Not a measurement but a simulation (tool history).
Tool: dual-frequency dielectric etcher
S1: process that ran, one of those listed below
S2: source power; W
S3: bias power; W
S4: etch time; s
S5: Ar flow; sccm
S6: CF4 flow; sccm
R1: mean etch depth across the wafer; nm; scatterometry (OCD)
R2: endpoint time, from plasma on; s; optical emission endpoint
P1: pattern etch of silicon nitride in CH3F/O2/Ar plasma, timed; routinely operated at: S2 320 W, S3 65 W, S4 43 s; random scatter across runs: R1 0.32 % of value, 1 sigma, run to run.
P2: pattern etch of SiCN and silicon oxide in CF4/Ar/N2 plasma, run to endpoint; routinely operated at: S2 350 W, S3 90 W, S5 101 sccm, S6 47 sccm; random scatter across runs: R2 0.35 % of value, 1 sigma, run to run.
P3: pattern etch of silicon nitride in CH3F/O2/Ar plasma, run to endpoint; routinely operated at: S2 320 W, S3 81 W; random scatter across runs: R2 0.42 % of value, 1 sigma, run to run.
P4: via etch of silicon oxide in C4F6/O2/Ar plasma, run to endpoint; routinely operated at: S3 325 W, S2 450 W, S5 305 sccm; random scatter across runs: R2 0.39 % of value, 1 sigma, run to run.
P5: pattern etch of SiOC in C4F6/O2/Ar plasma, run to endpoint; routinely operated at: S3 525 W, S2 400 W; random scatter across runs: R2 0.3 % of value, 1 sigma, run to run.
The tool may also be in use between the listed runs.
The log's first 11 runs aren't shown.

run 12 hour=106.4 | S1=P4 S2=450 S3=256 S5=305 | R2=33.442
run 13 hour=115.6 | S1=P4 S2=450 S3=325 S5=428 | R2=32.11
run 14 hour=127.3 | S1=P5 S2=540 S3=525 | R2=9.1758
run 15 hour=134.1 | S1=P4 S2=450 S3=325 S5=305 | R2=30.504
run 16 hour=141 | S1=P1 S2=210 S3=65 S4=43 | R1=22.213
run 17 hour=152.3 | S1=P1 S2=320 S3=82 S4=43 | R1=28.235
run 18 hour=163.5 | S1=P3 S2=320 S3=81 | R2=52.849
run 19 hour=171.7 | S1=P1 S2=320 S3=42 S4=43 | R1=22.48
run 20 hour=177.4 | S1=P2 S2=350 S3=90 S5=101 S6=60 | R2=12.125
run 21 hour=188.5 | S1=P2 S2=350 S3=57 S5=101 S6=47 | R2=14.944

Expected results for the next run?
run 22 hour=198.9 | S1=P1 S2=320 S3=65 S4=43 | R1=?

Run 22 yielded R1 26.097 nm.
